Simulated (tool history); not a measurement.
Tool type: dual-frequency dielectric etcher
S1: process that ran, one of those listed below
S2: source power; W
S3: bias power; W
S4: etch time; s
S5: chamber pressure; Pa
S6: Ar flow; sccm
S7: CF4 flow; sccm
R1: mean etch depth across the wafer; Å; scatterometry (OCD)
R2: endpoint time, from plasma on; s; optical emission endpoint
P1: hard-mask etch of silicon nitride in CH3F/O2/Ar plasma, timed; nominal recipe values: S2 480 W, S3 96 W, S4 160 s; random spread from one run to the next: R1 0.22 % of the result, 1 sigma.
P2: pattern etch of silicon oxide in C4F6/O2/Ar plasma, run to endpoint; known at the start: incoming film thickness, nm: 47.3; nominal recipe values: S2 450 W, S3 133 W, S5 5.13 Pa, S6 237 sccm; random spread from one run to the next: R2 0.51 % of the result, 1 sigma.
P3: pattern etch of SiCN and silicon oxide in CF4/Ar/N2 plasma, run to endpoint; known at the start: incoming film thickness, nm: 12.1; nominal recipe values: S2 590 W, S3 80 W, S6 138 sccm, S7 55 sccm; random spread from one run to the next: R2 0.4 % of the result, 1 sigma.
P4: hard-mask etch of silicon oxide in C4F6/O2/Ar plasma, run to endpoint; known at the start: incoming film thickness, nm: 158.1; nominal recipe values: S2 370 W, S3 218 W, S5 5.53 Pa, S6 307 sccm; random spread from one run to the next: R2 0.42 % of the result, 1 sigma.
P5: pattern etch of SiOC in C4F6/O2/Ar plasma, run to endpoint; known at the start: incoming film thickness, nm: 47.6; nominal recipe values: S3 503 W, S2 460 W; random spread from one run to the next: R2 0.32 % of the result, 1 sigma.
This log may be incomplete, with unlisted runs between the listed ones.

run   hour  S1   S2   S3     S4    S5   S6  S7      R1      R2
  1   15.9  P1  480   96    160                 1311.8
  2   30.1  P1  290   96    160                 1089.2
  3   43.4  P2  450  133         5.13  237              15.293
  4   59.1  P4  510  218         5.53  307               42.85
  5   74.6  P3  590   80               138  32          13.055
  6   86.7  P3  420   80               138  55          15.877
  7  101.6  P1  480   96    160                 1309.4
  8  112.8  P2  450  133         5.13  237              15.169
  9  123.3  P4  370  218         5.53  307              48.521
 10  133.5  P2  450  133         6.87  237              15.909
 11  149.1  P5  270  503                                17.974
 12    165  P2  450  133         5.13  332              15.868
 13  180.1  P3  590  106               138  55          10.616
 14  189.9  P5  460  503                                 14.67
 15  203.2  P4  370  218         5.53  193              46.115
 16  214.4  P4  370  218            4  307              46.391
 17  228.7  P4  370  268         5.53  307              45.166
 18  239.3  P3  590   80               195  55          12.531
 19    254  P1  480   74  231.5                 1733.1
 20  264.4  P1  480   72   89.5                  663.6
 21  276.7  P1  480   96    160                 1304.9
 22  288.7  P1  480   75    160                 1200.4
 23  298.1  P2  580  133         5.13  237              13.733
 24  309.9  P3  590   80               138  55          11.888
 25  323.3  P1  570   96    160                 1397.2
 26  339.1  P1  480   96    160                 1311.5
 27  348.3  P3  590   80               138  55          11.942
 28  362.6  P1  480   96    160                 1311.9
 29  370.1  P1  480   96    160                 1314.7
 30  384.3  P1  480   96    222                 1813.7
 31  392.4  P1  480   96     92                 755.44
 32  401.9  P1  480  130    160                 1462.3
 33  410.2  P1  480   80    224                 1713.1
 34  424.2  P2  450  166         5.13  237              14.309
 35    432  P4  370  218         5.53  307              48.286
 36  445.1  P5  460  380                                16.358
 37  457.2  P5  460  503                                14.827
 38  467.6  P1  480   96    160                 1311.1
 39  476.6  P1  480   96    160                 1305.5
 40    488  P1  480   96    160                 1300.2
 41  498.5  P1  480   96    160                 1291.7
 42    511  P1  480   96    160                 1290.5
 43  520.2  P1  480   96    160                 1288.8
 44    530  P1  480   96    160                 1293.6
     533.1  -- wet clean of the chamber
 45  541.8  P1  480   96    160                 1291.5
 46  550.8  P1  480   96    160                 1285.4
 47  559.7  P1  480   96    160                 1289.5

Something has made what P1 gives creep away from where it was; the 2 causes below, each at its own stated size, fit the log equally well:
A: source power that arrives under what is set, % = 4.39
B: bias power that arrives under what is set, % = 4.58
The onset of the drift is placed at about hour 467.6.
All other causes, with the reason each is excluded:
chamber walls in a state that lowers the etch rate, %: serviced at hour 533.1, which brought nothing back

You are offered 4 check runs, listed below with question marks in place of their results; each one averages 2 wafers. Which run separates the listed causes by giving clearly different results for each?
check 1  568.6  P2  450  133      5.13  273           ?
check 2  568.6  P5  280  389                          ?
check 3  568.6  P4  370  218      5.53  194           ?
check 4  568.6  P3  430   80            138  55       ?

If the cause were each of the candidates in turn, the checks would give the following:
  check  result    if A    if B
check 1      R2  15.775  15.708
check 2      R2  19.851   19.86
check 3      R2  46.771  46.685
check 4      R2  16.218  15.875
Separation of the two closest causes in each check, using whichever result separates them best: check 1 0.43 %; check 2 0.05 %; check 3 0.18 %; check 4 2.14 %
The causes can be told apart only by check 4. The other checks would give nearly the same results under each of them.

With check 4 done, the readings were: R2 15.859 s. Identify which of the listed causes applies.

It is B: bias power that arrives under what is set, %.
